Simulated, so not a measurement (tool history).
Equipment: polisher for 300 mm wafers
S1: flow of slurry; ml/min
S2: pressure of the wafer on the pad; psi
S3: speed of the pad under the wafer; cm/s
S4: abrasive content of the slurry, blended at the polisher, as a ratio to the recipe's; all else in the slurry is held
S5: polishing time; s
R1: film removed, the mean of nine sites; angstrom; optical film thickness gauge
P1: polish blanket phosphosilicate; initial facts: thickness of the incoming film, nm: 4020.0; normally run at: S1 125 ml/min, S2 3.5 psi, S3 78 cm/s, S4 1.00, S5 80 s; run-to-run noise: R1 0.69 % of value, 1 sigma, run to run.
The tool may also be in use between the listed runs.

run   hour   S1   S2   S3    S4   S5      R1
  1    8.0  125  3.5   78  1.00   80  5513.7
  2   14.6  125  3.5   78  1.00   36  2469.1
  3   26.3   85  3.5   78  1.00   80  5000.5
  4   40.5  125  3.5  110  1.00   80  7325.1
  5   51.7  125  3.5   78  0.55   80  4013.8
  6   66.3  125  3.5   78  1.00   80  5490.7
  7   78.0  125  3.5   78  1.00   80  5474.7
      87.8  -- slurry nozzle cleaned
  8   90.8   95  1.8   78  1.00   80  2690.2
  9   99.8  185  3.5   78  1.00   80  5871.1
 10  108.3  125  2.6   78  1.00   80  4032.9
 11  116.7  125  3.5   46  1.00   80  3663.1
 12  124.2  125  3.5   78  1.00   80  5478.9
 13  135.0  185  3.5   78  1.00   49  3612.7
 14  145.5  125  3.5   78  1.30   80  6155.0
 15  152.9  125  3.5   78  1.00   80  5531.5
 16  159.5  125  5.3   78  1.00   80  8504.8
 17  172.7  125  3.5   78  1.00  126  8599.6
 18  181.3  125  3.5   78  1.00   80  5471.1
 19  187.5  125  3.5   78  1.00   80  5395.9
 20  201.7  125  3.5   78  1.00   80  5115.4
 21  209.0  125  3.5   78  1.00   80  5072.7
     209.9  -- slurry nozzle cleaned
     211.7  -- head pressure recalibrated
     212.6  -- conditioning disc replaced and pad reconditioned
 22  216.5  125  3.5   78  1.00   80  5094.0
 23  224.5  125  3.5   78  1.00   80  4990.2
 24  236.2  125  3.5   78  1.00   80  4966.5

The log shows P1 creeping away from where it was. Any of the 2 causes listed here, at the size stated for it, fits the log just as well as the others:
A: abrasive missing from the slurry, % = 18.5
B: removal rate lost through wear of the pad, % = 9.35
Onset of the creep was near hour 181.3.
All other causes, with the reason each is excluded:
slurry flow missing at the pad, %: its service at hour 209.9 followed the start of the drift and did not put the process back to its old value
head's pressure below its setpoint, %: its service at hour 211.7 followed the start of the drift and did not put the process back to its old value
time polished since the conditioner stopped cutting, s: its service at hour 212.6 followed the start of the drift and did not put the process back to its old value

4 check runs are offered, each on 5 wafers whose results are averaged, their results left as question marks. Which one tells the causes apart?
check 1  247.9  180  3.5   78  1.00   80   ?
check 2  247.9  185  3.5   78  1.00  124   ?
check 3  247.9  125  3.5   78  0.60   80   ?
check 4  247.9  125  3.5  108  1.00   80   ?

Expected result of each check under each candidate cause:
  check  result    if A    if B
check 1      R1  5334.2  5334.4
check 2      R1  8300.7  8301.0
check 3      R1  3745.5  3843.4
check 4      R1  6497.1  6497.3
Per-check spread between the two closest causes, in the result where they differ most: check 1 0 %; check 2 0 %; check 3 2.58 %; check 4 0 %
Check 3 distinguishes between the causes, while the remaining checks would return nearly the same result for all of them.

Check 3 has now been run. It gave: R1 3847.0 angstrom. Which of the candidate causes is it?

The correct cause is B, namely: removal rate lost through wear of the pad, %.
